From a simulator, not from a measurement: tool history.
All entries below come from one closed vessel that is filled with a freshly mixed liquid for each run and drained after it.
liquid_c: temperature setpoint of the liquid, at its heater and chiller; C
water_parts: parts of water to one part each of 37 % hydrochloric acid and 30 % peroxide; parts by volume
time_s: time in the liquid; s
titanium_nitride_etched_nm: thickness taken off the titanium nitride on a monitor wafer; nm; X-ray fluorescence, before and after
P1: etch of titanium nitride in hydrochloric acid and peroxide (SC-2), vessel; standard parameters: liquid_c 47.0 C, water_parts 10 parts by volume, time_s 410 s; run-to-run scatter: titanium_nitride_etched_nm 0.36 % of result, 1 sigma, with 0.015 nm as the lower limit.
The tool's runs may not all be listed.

run  hour  liquid_c  water_parts  time_s  titanium_nitride_etched_nm
  1   4.9      47.0           10     410                     11.1930
  2  13.1      47.0           10     410                     11.1210
  3  20.1      47.0            4     410                     22.3870
  4  26.9      47.0           10     410                     11.2120
  5  34.6      57.0           10     650                     34.3570
  6  42.4      47.0           10     810                     22.1680
  7  50.0      47.0           10     410                     11.1840
  8  54.8      47.0            6      80                      3.2803
  9  61.2      58.5           10     410                     23.7980
 10  68.6      47.0           10     410                     11.1860
 11  76.8      35.5           10     410                      4.9542
 12  82.3      47.0           15     410                      7.9444
 13  88.4      47.0           10      90                      2.4494

Expected results for the next run?
 14  96.1      47.0           10     410                           ?

titanium_nitride_etched_nm: 11.1500 nm

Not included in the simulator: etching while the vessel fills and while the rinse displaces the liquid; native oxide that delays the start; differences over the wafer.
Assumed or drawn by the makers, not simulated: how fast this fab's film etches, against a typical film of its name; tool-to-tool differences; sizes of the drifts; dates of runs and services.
